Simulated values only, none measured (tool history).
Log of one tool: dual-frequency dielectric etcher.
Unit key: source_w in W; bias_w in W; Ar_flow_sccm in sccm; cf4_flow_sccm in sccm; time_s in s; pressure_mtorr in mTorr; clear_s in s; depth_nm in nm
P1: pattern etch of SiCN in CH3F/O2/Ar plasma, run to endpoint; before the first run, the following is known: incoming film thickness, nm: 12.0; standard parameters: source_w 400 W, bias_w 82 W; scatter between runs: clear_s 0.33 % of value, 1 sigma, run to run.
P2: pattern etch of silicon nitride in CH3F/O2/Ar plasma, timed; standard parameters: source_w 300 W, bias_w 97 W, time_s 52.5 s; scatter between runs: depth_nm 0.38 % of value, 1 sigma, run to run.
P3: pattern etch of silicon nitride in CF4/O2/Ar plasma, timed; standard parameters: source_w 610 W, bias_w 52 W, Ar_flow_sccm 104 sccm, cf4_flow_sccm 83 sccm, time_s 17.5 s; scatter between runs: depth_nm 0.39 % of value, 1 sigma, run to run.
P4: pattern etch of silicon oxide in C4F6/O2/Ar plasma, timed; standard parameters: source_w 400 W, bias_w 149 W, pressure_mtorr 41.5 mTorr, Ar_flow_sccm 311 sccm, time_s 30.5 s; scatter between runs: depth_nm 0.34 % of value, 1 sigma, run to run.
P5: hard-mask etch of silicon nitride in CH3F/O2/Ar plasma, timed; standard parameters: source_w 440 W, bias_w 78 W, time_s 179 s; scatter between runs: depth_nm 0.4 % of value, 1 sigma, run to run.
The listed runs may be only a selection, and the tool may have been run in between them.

| run | day | process | source_w | bias_w | Ar_flow_sccm | cf4_flow_sccm | time_s | pressure_mtorr | hours since the last wet clean | hours since the last source power generator calibration | hours since the last bias power generator calibration | clear_s | depth_nm |
|---|---|---|---|---|---|---|---|---|---|---|---|---|---|
| 1 | 0.204 | P1 | 400 | 82 |  |  |  |  | 307.2 | 1792 | 1624.8 | 30.668 |  |
| 2 | 0.358 | P3 | 610 | 52 | 104 | 83 | 17.5 |  | 310.9 | 1795.7 | 1628.5 |  | 39.715 |
| 3 | 0.675 | P2 | 200 | 97 |  |  | 52.5 |  | 318.5 | 1803.3 | 1636.1 |  | 30.715 |
| 4 | 0.9 | P1 | 400 | 67 |  |  |  |  | 323.9 | 1808.7 | 1641.5 | 33.08 |  |
| 5 | 1.121 | P4 | 400 | 149 | 180 |  | 30.5 | 41.5 | 329.2 | 1814 | 1646.8 |  | 92.836 |
| 6 | 1.333 | P5 | 440 | 78 |  |  | 218 |  | 334.3 | 1819.1 | 1651.9 |  | 157.92 |
| 7 | 1.496 | P4 | 400 | 149 | 311 |  | 30.5 | 49.5 | 338.2 | 1823 | 1655.8 |  | 84.68 |
| 8 | 1.758 | P1 | 400 | 109 |  |  |  |  | 344.5 | 1829.3 | 1662.1 | 27.419 |  |
| 9 | 2.075 | P1 | 240 | 82 |  |  |  |  | 352.1 | 1836.9 | 1669.7 | 36.893 |  |
| 10 | 2.242 | P1 | 400 | 82 |  |  |  |  | 356.1 | 1840.9 | 1673.7 | 30.701 |  |
| 11 | 2.483 | P1 | 400 | 82 |  |  |  |  | 361.9 | 1846.7 | 1679.5 | 30.7 |  |
| 12 | 2.721 | P2 | 300 | 123 |  |  | 52.5 |  | 367.6 | 1852.4 | 1685.2 |  | 38.983 |
| 13 | 2.996 | P5 | 320 | 78 |  |  | 179 |  | 374.2 | 1859 | 1691.8 |  | 114.51 |
| 14 | 3.258 | P3 | 610 | 52 | 104 | 83 | 9.5 |  | 380.5 | 1865.3 | 1698.1 |  | 21.521 |
| 15 | 3.467 | P3 | 610 | 64 | 104 | 83 | 17.5 |  | 385.5 | 1870.3 | 1703.1 |  | 42.722 |
| 16 | 3.758 | P5 | 440 | 78 |  |  | 179 |  | 392.5 | 1877.3 | 1710.1 |  | 129.06 |
| 17 | 4.054 | P3 | 750 | 52 | 104 | 83 | 17.5 |  | 399.6 | 1884.4 | 1717.2 |  | 47.448 |
| 18 | 4.271 | P3 | 610 | 52 | 104 | 51 | 17.5 |  | 404.8 | 1889.6 | 1722.4 |  | 37.055 |
| 19 | 4.496 | P1 | 290 | 60 |  |  |  |  | 410.2 | 1895 | 1727.8 | 38.859 |  |
| 20 | 4.708 | P5 | 440 | 78 |  |  | 179 |  | 415.3 | 1900.1 | 1732.9 |  | 129.54 |
| 21 | 4.979 | P1 | 400 | 82 |  |  |  |  | 421.8 | 1906.6 | 1739.4 | 30.751 |  |
| 22 | 5.171 | P4 | 400 | 111 | 311 |  | 30.5 | 41.5 | 426.4 | 1911.2 | 1744 |  | 80.325 |
| 23 | 5.388 | P4 | 240 | 149 | 311 |  | 30.5 | 41.5 | 431.6 | 1916.4 | 1749.2 |  | 71.262 |
| 24 | 5.533 | P2 | 300 | 97 |  |  | 52.5 |  | 435.1 | 1919.9 | 1752.7 |  | 35.558 |
| 25 | 5.833 | P4 | 400 | 149 | 311 |  | 30.5 | 41.5 | 442.3 | 1927.1 | 1759.9 |  | 86.745 |
| 26 | 6.121 | P3 | 610 | 52 | 68 | 83 | 17.5 |  | 449.2 | 1934 | 1766.8 |  | 41.693 |
| 27 | 6.442 | P5 | 440 | 57 |  |  | 179 |  | 456.9 | 1941.7 | 1774.5 |  | 116.27 |
| 28 | 6.596 | P1 | 400 | 82 |  |  |  |  | 460.6 | 1945.4 | 1778.2 | 30.688 |  |
| 29 | 6.783 | P1 | 510 | 82 |  |  |  |  | 465.1 | 1949.9 | 1782.7 | 27.964 |  |
| 30 | 6.921 | P4 | 400 | 149 | 311 |  | 45.5 | 41.5 | 468.4 | 1953.2 | 1786 |  | 130.11 |
| 31 | 7.196 | P2 | 300 | 97 |  |  | 38 |  | 475 | 1959.8 | 1792.6 |  | 25.785 |
| 32 | 7.438 | P1 | 400 | 82 |  |  |  |  | 480.8 | 1965.6 | 1798.4 | 30.743 |  |
| 33 | 7.596 | P1 | 400 | 82 |  |  |  |  | 484.6 | 1969.4 | 1802.2 | 30.487 |  |
| 34 | 7.75 | P1 | 400 | 82 |  |  |  |  | 488.3 | 1973.1 | 1805.9 | 30.308 |  |
| 35 | 8.046 | P1 | 400 | 82 |  |  |  |  | 495.4 | 1980.2 | 1813 | 30.409 |  |
| 36 | 8.208 | P1 | 400 | 82 |  |  |  |  | 499.3 | 1984.1 | 1816.9 | 30.282 |  |
|  | 8.4 | wet clean of the chamber |
| 37 | 8.504 | P1 | 400 | 82 |  |  |  |  | 2.5 | 1991.2 | 1824 | 30.266 |  |
| 38 | 8.783 | P1 | 400 | 82 |  |  |  |  | 9.2 | 1997.9 | 1830.7 | 30.211 |  |
| 39 | 9.067 | P1 | 400 | 82 |  |  |  |  | 16 | 2004.7 | 1837.5 | 30.068 |  |
| 40 | 9.233 | P1 | 400 | 82 |  |  |  |  | 20 | 2008.7 | 1841.5 | 30.18 |  |

The output of P1 has drifted from where it used to be. Each of the 2 causes below, taken at the size shown beside it, accounts for the log equally well:
A: bias power that arrives over what is set, % = 4.72
B: source power that arrives over what is set, % = 4.61
The onset of the drift is placed at about day 7.438.
Other possible causes, and why each is ruled out:
chamber walls in a state that raises the etch rate, %: maintenance at day 8.4, after the shift began, did not return the process to its former output

Which of the check runs below tells the causes apart, meaning the causes would give it clearly different results? Each run uses 2 wafers whose results are averaged, and each result is shown as a question mark.
| check 1 | 9.4 | P4 | 400 | 149 | 311 |  | 30.5 | 41.5 |  |  |  |  | ? |
| check 2 | 9.4 | P3 | 610 | 52 | 104 | 83 | 17.5 |  |  |  |  |  | ? |
| check 3 | 9.4 | P2 | 300 | 97 |  |  | 52.5 |  |  |  |  |  | ? |
| check 4 | 9.4 | P5 | 440 | 78 |  |  | 179 |  |  |  |  |  | ? |

Outcome of each check run for each possible cause:
| check | result | if A | if B |
|---|---|---|---|
| check 1 | depth_nm | 88.134 | 88.464 |
| check 2 | depth_nm | 40.476 | 41.352 |
| check 3 | depth_nm | 36.267 | 36.249 |
| check 4 | depth_nm | 131.92 | 132.05 |
Per check, the gap between the least separated pair of causes, taken in the result that splits them most: check 1 0.37 %; check 2 2.14 %; check 3 0.05 %; check 4 0.1 %
Only check 2 tells the causes apart: in the others they would give nearly the same result.

Check 2 has now been run. It gave: depth_nm 40.456 nm. Which of the candidate causes is it?

It was cause A: bias power that arrives over what is set, %.
